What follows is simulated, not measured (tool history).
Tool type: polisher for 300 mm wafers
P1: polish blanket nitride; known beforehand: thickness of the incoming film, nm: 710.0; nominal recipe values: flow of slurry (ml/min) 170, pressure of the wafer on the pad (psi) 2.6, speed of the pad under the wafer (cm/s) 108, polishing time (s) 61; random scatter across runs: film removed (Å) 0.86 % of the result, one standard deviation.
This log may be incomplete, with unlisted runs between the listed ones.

run,hour,flow of slurry (ml/min),pressure of the wafer on the pad (psi),speed of the pad under the wafer (cm/s),polishing time (s),wafers polished on this pad,hours since the slurry nozzle was cleaned,hours since the head pressure was calibrated,film removed (Å)
1,15.5,170,2.6,108,61,419,135.0,332.3,931.20
2,28.9,170,2.6,108,61,544,148.4,345.7,918.62
3,42.1,170,4.0,108,94,668,161.6,358.9,2195.20
4,55.1,170,2.6,108,61,790,174.6,371.9,917.79
5,66.5,170,2.6,160,61,897,186.0,383.3,1255.80
6,76.1,170,2.6,108,61,986,195.6,392.9,916.78
7,87.2,170,2.6,108,61,1090,206.7,404.0,915.40
8,103.7,170,2.6,108,61,1245,223.2,420.5,919.33
9,111.9,170,1.6,108,61,1322,231.4,428.7,565.89
10,125.7,170,2.6,108,91,1451,245.2,442.5,1380.50
11,138.6,170,3.7,108,61,1572,258.1,455.4,1298.50
12,155.2,170,2.6,108,36,1728,274.7,472.0,542.47
13,167.5,125,2.6,108,93,1843,287.0,484.3,1338.70
14,183.7,170,2.6,52,61,1995,303.2,500.5,518.81
15,196.1,265,2.6,108,61,2111,315.6,512.9,964.21
16,206.9,100,2.6,108,61,2212,326.4,523.7,830.11
17,216.7,170,2.6,108,61,2304,336.2,533.5,925.16
18,225.2,170,2.6,108,61,2383,344.7,542.0,912.45
19,239.5,170,2.6,108,61,2517,359.0,556.3,897.55
20,247.4,170,2.6,108,61,2591,366.9,564.2,865.64

Expected results for the next run?
# hour 261.1: head pressure recalibrated
21,262.9,170,2.6,108,61,2737,382.4,1.9,?

film removed (Å): 859.54
